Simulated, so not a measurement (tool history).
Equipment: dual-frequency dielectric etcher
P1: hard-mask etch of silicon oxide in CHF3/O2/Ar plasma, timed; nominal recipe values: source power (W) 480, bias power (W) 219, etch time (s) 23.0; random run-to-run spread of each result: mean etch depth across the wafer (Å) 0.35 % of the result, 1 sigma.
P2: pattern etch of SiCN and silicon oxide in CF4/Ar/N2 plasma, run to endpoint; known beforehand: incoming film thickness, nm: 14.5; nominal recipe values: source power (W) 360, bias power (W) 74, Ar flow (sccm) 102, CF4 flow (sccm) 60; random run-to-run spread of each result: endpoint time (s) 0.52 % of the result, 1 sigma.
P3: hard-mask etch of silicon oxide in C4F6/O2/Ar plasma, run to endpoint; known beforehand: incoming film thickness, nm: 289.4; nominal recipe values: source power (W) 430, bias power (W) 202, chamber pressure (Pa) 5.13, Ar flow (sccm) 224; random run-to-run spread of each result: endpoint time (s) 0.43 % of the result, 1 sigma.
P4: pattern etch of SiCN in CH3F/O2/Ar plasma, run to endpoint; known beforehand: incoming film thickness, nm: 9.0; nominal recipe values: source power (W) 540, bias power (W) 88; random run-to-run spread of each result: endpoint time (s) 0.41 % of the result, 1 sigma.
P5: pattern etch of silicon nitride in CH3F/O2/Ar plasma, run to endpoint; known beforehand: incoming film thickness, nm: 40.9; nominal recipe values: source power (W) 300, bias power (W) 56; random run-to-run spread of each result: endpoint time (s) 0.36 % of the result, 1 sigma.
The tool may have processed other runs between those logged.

run,day,process that ran,source power (W),bias power (W),etch time (s),Ar flow (sccm),CF4 flow (sccm),chamber pressure (Pa),hours since the last wet clean,hours since the last source power generator calibration,hours since the last bias power generator calibration,mean etch depth across the wafer (Å),endpoint time (s)
1,0.104,P1,480,219,23.0,,,,122.8,2481.5,968.9,432.96,
2,0.275,P1,480,219,23.0,,,,126.9,2485.6,973.0,438.61,
3,0.392,P2,360,74,,102,60,,129.7,2488.4,975.8,,21.002
4,0.496,P1,640,219,23.0,,,,132.2,2490.9,978.3,485.90,
5,0.650,P1,300,219,23.0,,,,135.9,2494.6,982.0,367.87,
6,0.825,P2,360,100,,102,60,,140.1,2498.8,986.2,,18.719
7,0.933,P3,290,202,,224,,5.13,142.7,2501.4,988.8,,98.422
8,1.083,P4,540,64,,,,,146.3,2505.0,992.4,,22.164
9,1.208,P1,480,175,23.0,,,,149.3,2508.0,995.4,400.42,
10,1.333,P1,630,219,14.5,,,,152.3,2511.0,998.4,305.10,
11,1.417,P4,740,88,,,,,154.3,2513.0,1000.4,,17.770
12,1.500,P5,420,56,,,,,156.3,2515.0,1002.4,,62.811
13,1.617,P1,480,219,23.0,,,,159.1,2517.8,1005.2,434.35,
14,1.712,P1,480,219,23.0,,,,161.4,2520.1,1007.5,436.07,
15,1.808,P1,480,219,12.5,,,,163.7,2522.4,1009.8,236.84,
16,1.925,P4,540,88,,,,,166.5,2525.2,1012.6,,19.967
17,2.046,P1,480,219,23.0,,,,169.4,2528.1,1015.5,435.36,
18,2.129,P1,480,219,23.0,,,,171.4,2530.1,1017.5,434.73,
19,2.212,P3,430,202,,224,,3.80,173.4,2532.1,1019.5,,81.502
20,2.358,P1,640,219,29.5,,,,176.9,2535.6,1023.0,620.59,
21,2.462,P5,300,74,,,,,179.4,2538.1,1025.5,,65.947
22,2.625,P1,480,303,23.0,,,,183.3,2542.0,1029.4,490.62,
23,2.742,P2,360,74,,102,43,,186.1,2544.8,1032.2,,22.189
24,2.883,P2,220,74,,102,60,,189.5,2548.2,1035.6,,32.444
25,3.000,P5,300,56,,,,,192.3,2551.0,1038.4,,72.356
26,3.100,P1,480,219,32.0,,,,194.7,2553.4,1040.8,608.41,
27,3.271,P3,430,202,,224,,5.13,198.8,2557.5,1044.9,,85.021
28,3.421,P3,430,202,,156,,5.13,202.4,2561.1,1048.5,,81.522

Run 29 has not been measured yet. What should we expect?
29,3.500,P3,430,161,,224,,5.13,204.3,2563.0,1050.4,,?

endpoint time (s): 90.082
